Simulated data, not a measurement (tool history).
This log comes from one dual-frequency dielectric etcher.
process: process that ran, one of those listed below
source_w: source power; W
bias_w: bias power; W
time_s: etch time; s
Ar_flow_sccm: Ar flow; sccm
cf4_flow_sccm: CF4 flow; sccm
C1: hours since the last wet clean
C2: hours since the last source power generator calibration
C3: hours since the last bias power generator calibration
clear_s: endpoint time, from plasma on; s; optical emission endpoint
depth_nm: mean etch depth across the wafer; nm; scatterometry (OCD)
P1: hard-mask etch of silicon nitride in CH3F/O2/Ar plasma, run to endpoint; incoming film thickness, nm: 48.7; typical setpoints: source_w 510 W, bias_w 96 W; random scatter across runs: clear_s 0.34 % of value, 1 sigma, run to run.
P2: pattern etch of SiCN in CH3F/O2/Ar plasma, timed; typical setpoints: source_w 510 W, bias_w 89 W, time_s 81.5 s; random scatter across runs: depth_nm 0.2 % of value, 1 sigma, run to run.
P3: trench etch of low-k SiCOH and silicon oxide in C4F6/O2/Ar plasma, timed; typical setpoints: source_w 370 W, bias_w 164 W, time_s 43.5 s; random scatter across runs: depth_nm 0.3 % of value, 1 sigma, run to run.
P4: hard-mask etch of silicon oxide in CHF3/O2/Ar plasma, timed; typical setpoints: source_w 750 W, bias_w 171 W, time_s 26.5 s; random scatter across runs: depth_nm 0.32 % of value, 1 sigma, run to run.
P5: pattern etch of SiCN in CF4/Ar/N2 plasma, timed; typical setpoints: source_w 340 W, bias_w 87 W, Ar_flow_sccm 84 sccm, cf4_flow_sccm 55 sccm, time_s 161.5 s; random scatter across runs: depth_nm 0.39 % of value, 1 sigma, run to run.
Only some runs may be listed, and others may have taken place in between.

{"run": 1, "hour": 8.4, "process": "P1", "source_w": 510, "bias_w": 96, "C1": 123.5, "C2": 708, "C3": 1745.9, "clear_s": 56.284}
{"run": 2, "hour": 15.6, "process": "P3", "source_w": 370, "bias_w": 164, "time_s": 43.5, "C1": 130.7, "C2": 715.2, "C3": 1753.1, "depth_nm": 133.19}
{"run": 3, "hour": 24.1, "process": "P1", "source_w": 720, "bias_w": 96, "C1": 139.2, "C2": 723.7, "C3": 1761.6, "clear_s": 49.515}
{"run": 4, "hour": 31.9, "process": "P2", "source_w": 510, "bias_w": 89, "time_s": 81.5, "C1": 147, "C2": 731.5, "C3": 1769.4, "depth_nm": 35.33}
{"run": 5, "hour": 40.6, "process": "P2", "source_w": 350, "bias_w": 89, "time_s": 81.5, "C1": 155.7, "C2": 740.2, "C3": 1778.1, "depth_nm": 30.676}
{"run": 6, "hour": 45.5, "process": "P4", "source_w": 750, "bias_w": 171, "time_s": 26.5, "C1": 160.6, "C2": 745.1, "C3": 1783, "depth_nm": 56.48}
{"run": 7, "hour": 54.0, "process": "P1", "source_w": 510, "bias_w": 96, "C1": 169.1, "C2": 753.6, "C3": 1791.5, "clear_s": 56.134}
{"run": 8, "hour": 62.0, "process": "P1", "source_w": 510, "bias_w": 96, "C1": 177.1, "C2": 761.6, "C3": 1799.5, "clear_s": 56.45}
{"run": 9, "hour": 67.7, "process": "P5", "source_w": 340, "bias_w": 87, "time_s": 120, "Ar_flow_sccm": 84, "cf4_flow_sccm": 55, "C1": 182.8, "C2": 767.3, "C3": 1805.2, "depth_nm": 88.783}
{"run": 10, "hour": 74.4, "process": "P2", "source_w": 510, "bias_w": 117, "time_s": 81.5, "C1": 189.5, "C2": 774, "C3": 1811.9, "depth_nm": 39.035}
{"run": 11, "hour": 79.5, "process": "P3", "source_w": 370, "bias_w": 164, "time_s": 34, "C1": 194.6, "C2": 779.1, "C3": 1817, "depth_nm": 103.93}
{"run": 12, "hour": 87.2, "process": "P1", "source_w": 410, "bias_w": 96, "C1": 202.3, "C2": 786.8, "C3": 1824.7, "clear_s": 61.343}
{"run": 13, "hour": 94.5, "process": "P5", "source_w": 210, "bias_w": 87, "time_s": 161.5, "Ar_flow_sccm": 84, "cf4_flow_sccm": 55, "C1": 209.6, "C2": 794.1, "C3": 1832, "depth_nm": 78.352}
{"run": 14, "hour": 101.9, "process": "P3", "source_w": 260, "bias_w": 164, "time_s": 43.5, "C1": 217, "C2": 801.5, "C3": 1839.4, "depth_nm": 115.68}
{"run": 15, "hour": 107.1, "process": "P3", "source_w": 370, "bias_w": 102, "time_s": 43.5, "C1": 222.2, "C2": 806.7, "C3": 1844.6, "depth_nm": 115.22}
{"run": 16, "hour": 117.1, "process": "P4", "source_w": 750, "bias_w": 137, "time_s": 26.5, "C1": 232.2, "C2": 816.7, "C3": 1854.6, "depth_nm": 52.811}
{"run": 17, "hour": 123.0, "process": "P3", "source_w": 370, "bias_w": 164, "time_s": 43.5, "C1": 238.1, "C2": 822.6, "C3": 1860.5, "depth_nm": 132.69}
{"run": 18, "hour": 130.7, "process": "P5", "source_w": 340, "bias_w": 103, "time_s": 161.5, "Ar_flow_sccm": 84, "cf4_flow_sccm": 55, "C1": 245.8, "C2": 830.3, "C3": 1868.2, "depth_nm": 127.13}
{"run": 19, "hour": 135.8, "process": "P1", "source_w": 510, "bias_w": 116, "C1": 250.9, "C2": 835.4, "C3": 1873.3, "clear_s": 52.512}
{"run": 20, "hour": 146.0, "process": "P1", "source_w": 680, "bias_w": 73, "C1": 261.1, "C2": 845.6, "C3": 1883.5, "clear_s": 55.328}
{"run": 21, "hour": 153.1, "process": "P1", "source_w": 510, "bias_w": 96, "C1": 268.2, "C2": 852.7, "C3": 1890.6, "clear_s": 56.313}
{"run": 22, "hour": 159.2, "process": "P1", "source_w": 510, "bias_w": 96, "C1": 274.3, "C2": 858.8, "C3": 1896.7, "clear_s": 55.926}
{"run": 23, "hour": 166.5, "process": "P1", "source_w": 340, "bias_w": 114, "C1": 281.6, "C2": 866.1, "C3": 1904, "clear_s": 61.459}
{"run": 24, "hour": 177.3, "process": "P5", "source_w": 340, "bias_w": 87, "time_s": 161.5, "Ar_flow_sccm": 84, "cf4_flow_sccm": 55, "C1": 292.4, "C2": 876.9, "C3": 1914.8, "depth_nm": 119.98}
{"run": 25, "hour": 182.7, "process": "P5", "source_w": 340, "bias_w": 87, "time_s": 161.5, "Ar_flow_sccm": 52, "cf4_flow_sccm": 55, "C1": 297.8, "C2": 882.3, "C3": 1920.2, "depth_nm": 126.32}
{"run": 26, "hour": 192.1, "process": "P5", "source_w": 340, "bias_w": 87, "time_s": 161.5, "Ar_flow_sccm": 84, "cf4_flow_sccm": 70, "C1": 307.2, "C2": 891.7, "C3": 1929.6, "depth_nm": 124.36}
{"run": 27, "hour": 198.5, "process": "P4", "source_w": 540, "bias_w": 171, "time_s": 26.5, "C1": 313.6, "C2": 898.1, "C3": 1936, "depth_nm": 50.007}
{"run": 28, "hour": 205.0, "process": "P4", "source_w": 750, "bias_w": 171, "time_s": 26.5, "C1": 320.1, "C2": 904.6, "C3": 1942.5, "depth_nm": 57.084}
{"run": 29, "hour": 211.6, "process": "P2", "source_w": 510, "bias_w": 89, "time_s": 121.5, "C1": 326.7, "C2": 911.2, "C3": 1949.1, "depth_nm": 52.734}
{"run": 30, "hour": 220.1, "process": "P4", "source_w": 750, "bias_w": 171, "time_s": 18, "C1": 335.2, "C2": 919.7, "C3": 1957.6, "depth_nm": 38.645}
{"run": 31, "hour": 231.1, "process": "P1", "source_w": 510, "bias_w": 58, "C1": 346.2, "C2": 930.7, "C3": 1968.6, "clear_s": 67.003}
{"run": 32, "hour": 240.0, "process": "P1", "source_w": 510, "bias_w": 96, "C1": 355.1, "C2": 939.6, "C3": 1977.5, "clear_s": 56.674}
{"run": 33, "hour": 250.7, "process": "P1", "source_w": 510, "bias_w": 96, "C1": 365.8, "C2": 950.3, "C3": 1988.2, "clear_s": 56.143}
{"run": 34, "hour": 261.1, "process": "P1", "source_w": 510, "bias_w": 96, "C1": 376.2, "C2": 960.7, "C3": 1998.6, "clear_s": 56.924}
{"run": 35, "hour": 271.2, "process": "P1", "source_w": 510, "bias_w": 96, "C1": 386.3, "C2": 970.8, "C3": 2008.7, "clear_s": 57.264}
{"run": 36, "hour": 282.0, "process": "P1", "source_w": 510, "bias_w": 96, "C1": 397.1, "C2": 981.6, "C3": 2019.5, "clear_s": 56.972}
{"run": 37, "hour": 291.0, "process": "P1", "source_w": 510, "bias_w": 96, "C1": 406.1, "C2": 990.6, "C3": 2028.5, "clear_s": 56.873}
{"hour": 299.8, "done": "wet clean of the chamber"}
{"run": 38, "hour": 300.2, "process": "P1", "source_w": 510, "bias_w": 96, "C1": 0.5, "C2": 999.8, "C3": 2037.7, "clear_s": 57.163}
{"run": 39, "hour": 305.8, "process": "P1", "source_w": 510, "bias_w": 96, "C1": 6.1, "C2": 1005.4, "C3": 2043.3, "clear_s": 57.365}
{"run": 40, "hour": 315.0, "process": "P1", "source_w": 510, "bias_w": 96, "C1": 15.3, "C2": 1014.6, "C3": 2052.5, "clear_s": 57.211}
{"run": 41, "hour": 320.6, "process": "P1", "source_w": 510, "bias_w": 96, "C1": 20.9, "C2": 1020.2, "C3": 2058.1, "clear_s": 57.391}
{"run": 42, "hour": 325.4, "process": "P1", "source_w": 510, "bias_w": 96, "C1": 25.7, "C2": 1025, "C3": 2062.9, "clear_s": 57.098}

Compared with where it was, what P1 gives has crept away. Each cause listed below fits the log as well as the rest, at the size given for it:
A: bias power that arrives under what is set, % = 4.69
B: source power that arrives under what is set, % = 4.47
The process output started creeping at around hour 240.
What rules out each remaining cause:
chamber walls in a state that lowers the etch rate, %: serviced at hour 299.8, which brought nothing back

Below are 4 check runs, each averaged over 2 wafers, with their results shown as question marks. Which of them would give clearly different results depending on which cause is behind the drift?
{"run": "check 1", "hour": 330.2, "process": "P2", "source_w": 510, "bias_w": 89, "time_s": 81.5, "depth_nm": "?"}
{"run": "check 2", "hour": 330.2, "process": "P3", "source_w": 370, "bias_w": 164, "time_s": 43.5, "depth_nm": "?"}
{"run": "check 3", "hour": 330.2, "process": "P4", "source_w": 750, "bias_w": 171, "time_s": 26.5, "depth_nm": "?"}
{"run": "check 4", "hour": 330.2, "process": "P5", "source_w": 340, "bias_w": 87, "time_s": 161.5, "Ar_flow_sccm": 84, "cf4_flow_sccm": 55, "depth_nm": "?"}

If the cause were each of the candidates in turn, the checks would give the following:
check=check_1 result=depth_nm if_A=34.718 if_B=34.729
check=check_2 result=depth_nm if_A=130.81 if_B=130.42
check=check_3 result=depth_nm if_A=55.838 if_B=55.728
check=check_4 result=depth_nm if_A=117.32 if_B=114.76
Per-check spread between the two closest causes, in the result where they differ most: check 1 0.03 %; check 2 0.3 %; check 3 0.2 %; check 4 2.21 %
Check 4 is the one run that separates the causes; every other check would come out nearly the same whichever cause is at work.

Check 4 was carried out, with these results: depth_nm 114.39 nm. Which of the listed causes is responsible?

It was cause B: source power that arrives under what is set, %.
